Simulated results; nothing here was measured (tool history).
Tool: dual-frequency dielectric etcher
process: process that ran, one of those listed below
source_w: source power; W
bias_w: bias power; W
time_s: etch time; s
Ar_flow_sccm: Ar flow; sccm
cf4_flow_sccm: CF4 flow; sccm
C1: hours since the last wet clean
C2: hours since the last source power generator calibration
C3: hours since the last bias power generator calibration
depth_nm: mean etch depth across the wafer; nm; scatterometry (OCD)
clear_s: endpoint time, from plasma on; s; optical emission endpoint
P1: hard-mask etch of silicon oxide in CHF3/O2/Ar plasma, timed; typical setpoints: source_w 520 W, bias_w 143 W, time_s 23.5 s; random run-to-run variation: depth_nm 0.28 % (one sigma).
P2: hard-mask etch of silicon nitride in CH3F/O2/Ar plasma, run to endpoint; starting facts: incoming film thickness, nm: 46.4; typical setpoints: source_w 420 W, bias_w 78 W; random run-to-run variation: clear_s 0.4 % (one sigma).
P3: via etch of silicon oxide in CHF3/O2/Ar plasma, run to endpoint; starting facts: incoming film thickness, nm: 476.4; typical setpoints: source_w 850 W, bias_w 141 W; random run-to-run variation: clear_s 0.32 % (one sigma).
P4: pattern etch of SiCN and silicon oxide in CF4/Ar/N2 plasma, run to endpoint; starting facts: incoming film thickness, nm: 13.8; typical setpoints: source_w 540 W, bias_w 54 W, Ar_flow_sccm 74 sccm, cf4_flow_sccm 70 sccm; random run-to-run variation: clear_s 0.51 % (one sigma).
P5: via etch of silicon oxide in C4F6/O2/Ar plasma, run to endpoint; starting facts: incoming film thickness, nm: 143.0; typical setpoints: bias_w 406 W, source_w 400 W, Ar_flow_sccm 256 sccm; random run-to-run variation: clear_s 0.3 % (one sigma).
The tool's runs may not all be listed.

run 1 hour=12.6 | process=P1 source_w=520 bias_w=143 time_s=23.5 | C1=155 C2=620.6 C3=1359 | depth_nm=40.695
run 2 hour=22.8 | process=P4 source_w=540 bias_w=36 Ar_flow_sccm=74 cf4_flow_sccm=70 | C1=165.2 C2=630.8 C3=1369.2 | clear_s=16.227
run 3 hour=36.4 | process=P1 source_w=730 bias_w=143 time_s=23.5 | C1=178.8 C2=644.4 C3=1382.8 | depth_nm=46.25
run 4 hour=43.4 | process=P2 source_w=330 bias_w=78 | C1=185.8 C2=651.4 C3=1389.8 | clear_s=72.045
run 5 hour=50.2 | process=P1 source_w=350 bias_w=143 time_s=30.5 | C1=192.6 C2=658.2 C3=1396.6 | depth_nm=45.588
run 6 hour=61.7 | process=P1 source_w=430 bias_w=143 time_s=23.5 | C1=204.1 C2=669.7 C3=1408.1 | depth_nm=37.609
run 7 hour=70.8 | process=P5 source_w=400 bias_w=302 Ar_flow_sccm=256 | C1=213.2 C2=678.8 C3=1417.2 | clear_s=37.605
run 8 hour=81.8 | process=P5 source_w=400 bias_w=406 Ar_flow_sccm=256 | C1=224.2 C2=689.8 C3=1428.2 | clear_s=34.051
run 9 hour=96.1 | process=P1 source_w=520 bias_w=143 time_s=23.5 | C1=238.5 C2=704.1 C3=1442.5 | depth_nm=40.656
run 10 hour=102.8 | process=P3 source_w=850 bias_w=141 | C1=245.2 C2=710.8 C3=1449.2 | clear_s=222.86
run 11 hour=113.7 | process=P1 source_w=520 bias_w=143 time_s=23.5 | C1=256.1 C2=721.7 C3=1460.1 | depth_nm=40.582
run 12 hour=122.3 | process=P1 source_w=520 bias_w=177 time_s=23.5 | C1=264.7 C2=730.3 C3=1468.7 | depth_nm=43.598
run 13 hour=129.6 | process=P5 source_w=400 bias_w=406 Ar_flow_sccm=256 | C1=272 C2=737.6 C3=1476 | clear_s=33.982
run 14 hour=140 | process=P1 source_w=520 bias_w=143 time_s=23.5 | C1=282.4 C2=748 C3=1486.4 | depth_nm=40.556
run 15 hour=153 | process=P1 source_w=520 bias_w=143 time_s=23.5 | C1=295.4 C2=761 C3=1499.4 | depth_nm=40.637
run 16 hour=166.4 | process=P1 source_w=520 bias_w=116 time_s=28.5 | C1=308.8 C2=774.4 C3=1512.8 | depth_nm=46.132
run 17 hour=173.9 | process=P1 source_w=520 bias_w=143 time_s=14.5 | C1=316.3 C2=781.9 C3=1520.3 | depth_nm=25.079
-- hour=176.5 bias power generator calibrated
run 18 hour=185.8 | process=P1 source_w=520 bias_w=143 time_s=23.5 | C1=328.2 C2=793.8 C3=9.4 | depth_nm=40.682
run 19 hour=197.4 | process=P4 source_w=540 bias_w=54 Ar_flow_sccm=74 cf4_flow_sccm=70 | C1=339.8 C2=805.4 C3=21 | clear_s=14.409
run 20 hour=211.3 | process=P5 source_w=490 bias_w=406 Ar_flow_sccm=256 | C1=353.7 C2=819.3 C3=34.9 | clear_s=31.436
run 21 hour=220 | process=P3 source_w=850 bias_w=174 | C1=362.4 C2=828 C3=43.6 | clear_s=208.77
run 22 hour=228.6 | process=P4 source_w=540 bias_w=54 Ar_flow_sccm=74 cf4_flow_sccm=70 | C1=371 C2=836.6 C3=52.2 | clear_s=14.49
run 23 hour=241.4 | process=P2 source_w=420 bias_w=78 | C1=383.8 C2=849.4 C3=65 | clear_s=65.921
run 24 hour=248 | process=P4 source_w=540 bias_w=54 Ar_flow_sccm=45 cf4_flow_sccm=70 | C1=390.4 C2=856 C3=71.6 | clear_s=13.547
run 25 hour=262.4 | process=P4 source_w=710 bias_w=54 Ar_flow_sccm=74 cf4_flow_sccm=70 | C1=404.8 C2=870.4 C3=86 | clear_s=11.361
run 26 hour=272.1 | process=P3 source_w=650 bias_w=141 | C1=414.5 C2=880.1 C3=95.7 | clear_s=248.66
run 27 hour=282.7 | process=P5 source_w=400 bias_w=406 Ar_flow_sccm=336 | C1=425.1 C2=890.7 C3=106.3 | clear_s=34.936
run 28 hour=294.4 | process=P4 source_w=540 bias_w=54 Ar_flow_sccm=74 cf4_flow_sccm=95 | C1=436.8 C2=902.4 C3=118 | clear_s=13.779
run 29 hour=304.2 | process=P2 source_w=420 bias_w=78 | C1=446.6 C2=912.2 C3=127.8 | clear_s=64.981
run 30 hour=314.5 | process=P3 source_w=850 bias_w=141 | C1=456.9 C2=922.5 C3=138.1 | clear_s=223.38
run 31 hour=325.6 | process=P1 source_w=520 bias_w=143 time_s=34.5 | C1=468 C2=933.6 C3=149.2 | depth_nm=59.824
run 32 hour=332.9 | process=P1 source_w=520 bias_w=116 time_s=23.5 | C1=475.3 C2=940.9 C3=156.5 | depth_nm=38.069
run 33 hour=340.2 | process=P2 source_w=420 bias_w=102 | C1=482.6 C2=948.2 C3=163.8 | clear_s=59.652
run 34 hour=347.2 | process=P1 source_w=520 bias_w=143 time_s=23.5 | C1=489.6 C2=955.2 C3=170.8 | depth_nm=40.878
run 35 hour=354.5 | process=P1 source_w=520 bias_w=143 time_s=23.5 | C1=496.9 C2=962.5 C3=178.1 | depth_nm=40.903
run 36 hour=365.9 | process=P1 source_w=520 bias_w=143 time_s=23.5 | C1=508.3 C2=973.9 C3=189.5 | depth_nm=40.987
run 37 hour=377.8 | process=P1 source_w=520 bias_w=143 time_s=23.5 | C1=520.2 C2=985.8 C3=201.4 | depth_nm=40.88
run 38 hour=391 | process=P1 source_w=520 bias_w=143 time_s=23.5 | C1=533.4 C2=999 C3=214.6 | depth_nm=41.237
-- hour=402.2 wet clean of the chamber
run 39 hour=405.5 | process=P1 source_w=520 bias_w=143 time_s=23.5 | C1=3.4 C2=1013.5 C3=229.1 | depth_nm=41.118
run 40 hour=416.6 | process=P1 source_w=520 bias_w=143 time_s=23.5 | C1=14.5 C2=1024.6 C3=240.2 | depth_nm=41.027
run 41 hour=426.8 | process=P1 source_w=520 bias_w=143 time_s=23.5 | C1=24.7 C2=1034.8 C3=250.4 | depth_nm=41.267
run 42 hour=435.3 | process=P1 source_w=520 bias_w=143 time_s=23.5 | C1=33.2 C2=1043.3 C3=258.9 | depth_nm=41.249
run 43 hour=443.3 | process=P1 source_w=520 bias_w=143 time_s=23.5 | C1=41.2 C2=1051.3 C3=266.9 | depth_nm=41.175

Something has made what P1 gives creep away from where it was; the 2 causes below, each at its own stated size, fit the log equally well:
A: bias power that arrives over what is set, % = 4.69
B: source power that arrives over what is set, % = 3.93
The drift started at roughly hour 347.2.
All other causes, with the reason each is excluded:
chamber walls in a state that raises the etch rate, %: its service at hour 402.2 followed the start of the drift and did not put the process back to its old value

Which of the 4 check runs listed below, each an average over 3 wafers with its results shown as question marks, gives clearly different results under the different listed causes?
run check 1 hour=451.3 | process=P4 source_w=540 bias_w=54 Ar_flow_sccm=74 cf4_flow_sccm=70 | clear_s=?
run check 2 hour=451.3 | process=P5 source_w=400 bias_w=406 Ar_flow_sccm=256 | clear_s=?
run check 3 hour=451.3 | process=P3 source_w=850 bias_w=141 | clear_s=?
run check 4 hour=451.3 | process=P2 source_w=420 bias_w=78 | clear_s=?

What every check run would give for each of its results, assuming each possible cause in turn:
check=check_1 result=clear_s if_A=14.246 if_B=13.951
check=check_2 result=clear_s if_A=33.339 if_B=33.417
check=check_3 result=clear_s if_A=220.2 if_B=220.02
check=check_4 result=clear_s if_A=64.613 if_B=64.706
Distance between the nearest two causes, measured in the result of the check that separates them most: check 1 2.09 %; check 2 0.23 %; check 3 0.08 %; check 4 0.14 %
The causes can be told apart only by check 1. The other checks would give nearly the same results under each of them.

Check 1 was then run and gave: clear_s 14.308 s. Which cause is it?

A is the cause: bias power that arrives over what is set, %.
